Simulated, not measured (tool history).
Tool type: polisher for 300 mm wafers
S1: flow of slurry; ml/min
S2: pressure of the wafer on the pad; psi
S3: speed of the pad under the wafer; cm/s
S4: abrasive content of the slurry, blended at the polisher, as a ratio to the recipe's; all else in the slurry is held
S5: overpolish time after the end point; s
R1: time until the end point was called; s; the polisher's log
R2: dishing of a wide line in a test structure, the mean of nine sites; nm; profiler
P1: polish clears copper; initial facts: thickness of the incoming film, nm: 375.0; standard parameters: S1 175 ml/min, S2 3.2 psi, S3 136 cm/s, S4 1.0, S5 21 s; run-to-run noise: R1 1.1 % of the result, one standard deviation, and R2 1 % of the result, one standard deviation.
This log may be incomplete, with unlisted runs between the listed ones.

run   hour   S1   S2   S3   S4  S5       R1      R2
  1   13.1  175  3.2  136  1.0  21   79.984  57.433
  2   29.9  175  3.2  136  1.0  40   79.292  81.685
  3   41.3  175  4.2  136  1.0  21   60.415  68.975
  4   54.5  175  1.4  136  1.0  21  180.140  29.734
      66.3  -- worn pad replaced by a new one
  5   70.6  175  3.2  136  0.5  21   92.236  51.530
  6   78.7  175  3.2   62  1.0  21  174.870  31.763
  7   90.5  175  3.2  136  1.0   6   78.663  21.310
  8  105.1  215  3.2  136  1.0   7   76.222  24.950
  9  122.7  175  3.2  212  1.0  21   51.333  74.621
     127.9  -- slurry nozzle cleaned
 10  135.4  175  3.2  136  1.5  21   72.543  60.354
 11  148.5  175  3.2  136  1.0  21   79.475  57.734
 12  157.2  230  3.2  136  1.0  21   75.597  58.032
 13  166.5  105  3.2  136  1.0  21   86.376  53.871
 14  179.1  175  3.2  136  1.0  21   78.438  57.877
 15  195.9  175  3.2  176  1.0  36   61.858  86.954
 16  204.0  175  3.2  136  1.0  21   80.183  57.694
     205.8  -- slurry blender recalibrated
 17  217.8  175  3.2  136  1.0  21   79.418  55.937
 18  230.1  175  3.2  136  1.0  21   79.094  57.240
 19  239.9  175  3.2  136  1.0  21   80.515  57.058
 20  248.7  175  3.2  136  1.0  21   81.971  55.911
 21  258.1  175  3.2  136  1.0  21   82.014  55.438

For run 22, what comes out?
 22  269.7  175  3.2  136  1.0  21   ?   ?

Run 22 gave R1 82.859 s, R2 54.636 nm.
